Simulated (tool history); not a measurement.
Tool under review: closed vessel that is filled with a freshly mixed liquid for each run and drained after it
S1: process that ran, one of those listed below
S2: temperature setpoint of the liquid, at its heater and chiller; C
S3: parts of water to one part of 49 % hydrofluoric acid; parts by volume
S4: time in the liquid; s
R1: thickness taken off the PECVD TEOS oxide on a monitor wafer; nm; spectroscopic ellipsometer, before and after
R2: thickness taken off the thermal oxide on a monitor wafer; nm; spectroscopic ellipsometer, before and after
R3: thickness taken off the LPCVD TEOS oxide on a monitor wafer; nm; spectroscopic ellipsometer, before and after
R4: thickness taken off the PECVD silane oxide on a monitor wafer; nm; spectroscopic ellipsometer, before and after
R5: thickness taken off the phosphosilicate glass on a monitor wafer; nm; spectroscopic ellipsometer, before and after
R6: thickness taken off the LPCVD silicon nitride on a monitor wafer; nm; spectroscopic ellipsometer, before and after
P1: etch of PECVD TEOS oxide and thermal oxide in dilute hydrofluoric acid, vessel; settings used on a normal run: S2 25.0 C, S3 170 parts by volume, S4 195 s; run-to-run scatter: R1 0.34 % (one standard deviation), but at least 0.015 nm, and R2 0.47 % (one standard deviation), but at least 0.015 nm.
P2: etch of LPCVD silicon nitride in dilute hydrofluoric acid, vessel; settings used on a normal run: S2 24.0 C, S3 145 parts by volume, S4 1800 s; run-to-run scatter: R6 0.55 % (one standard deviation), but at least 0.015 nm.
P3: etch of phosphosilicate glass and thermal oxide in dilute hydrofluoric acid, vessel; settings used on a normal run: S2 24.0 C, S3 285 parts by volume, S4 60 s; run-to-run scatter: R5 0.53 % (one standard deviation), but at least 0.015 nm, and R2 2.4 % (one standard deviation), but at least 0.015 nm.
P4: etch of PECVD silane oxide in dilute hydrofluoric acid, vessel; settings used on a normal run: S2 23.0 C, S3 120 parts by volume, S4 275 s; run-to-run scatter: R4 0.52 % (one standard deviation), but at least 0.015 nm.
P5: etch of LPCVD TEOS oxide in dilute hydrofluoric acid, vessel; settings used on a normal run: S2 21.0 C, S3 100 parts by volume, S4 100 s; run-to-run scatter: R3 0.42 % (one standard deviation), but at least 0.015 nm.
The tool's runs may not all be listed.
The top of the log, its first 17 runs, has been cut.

| run | hour | S1 | S2 | S3 | S4 | R1 | R2 | R3 | R4 | R5 | R6 |
|---|---|---|---|---|---|---|---|---|---|---|---|
|  | 133.0 | hydrofluoric acid flow meter replaced |
| 18 | 139.8 | P1 | 25.0 | 170 | 75 | 8.9161 | 2.06440 |  |  |  |  |
| 19 | 145.5 | P1 | 25.0 | 170 | 195 | 22.9420 | 5.32130 |  |  |  |  |
| 20 | 152.6 | P1 | 32.0 | 295 | 195 | 14.6280 | 3.38610 |  |  |  |  |
| 21 | 159.4 | P4 | 28.5 | 120 | 275 |  |  |  | 56.308 |  |  |
| 22 | 165.6 | P5 | 21.0 | 100 | 30 |  |  | 6.080 |  |  |  |
| 23 | 173.0 | P1 | 28.5 | 170 | 195 | 26.2300 | 6.01400 |  |  |  |  |
| 24 | 182.2 | P3 | 24.0 | 55 | 60 |  | 5.76310 |  |  | 203.810 |  |
| 25 | 189.4 | P2 | 24.0 | 145 | 1800 |  |  |  |  |  | 6.5856 |
| 26 | 196.7 | P1 | 25.0 | 170 | 195 | 23.0640 | 5.28040 |  |  |  |  |
| 27 | 204.1 | P2 | 24.0 | 145 | 955 |  |  |  |  |  | 3.4994 |
| 28 | 213.6 | P1 | 25.0 | 170 | 300 | 35.4430 | 8.16040 |  |  |  |  |
| 29 | 224.1 | P3 | 32.0 | 285 | 60 |  | 1.19940 |  |  | 40.157 |  |
| 30 | 229.5 | P1 | 25.0 | 170 | 195 | 23.1020 | 5.27820 |  |  |  |  |
| 31 | 236.9 | P2 | 17.0 | 145 | 1800 |  |  |  |  |  | 4.0981 |

Run 32 comes next. What will it give?
| 32 | 243.8 | P1 | 25.0 | 80 | 195 | ? | ? |  |  |  |  |

{"run 32": {"R1": 54.791, "R2": 12.581}}
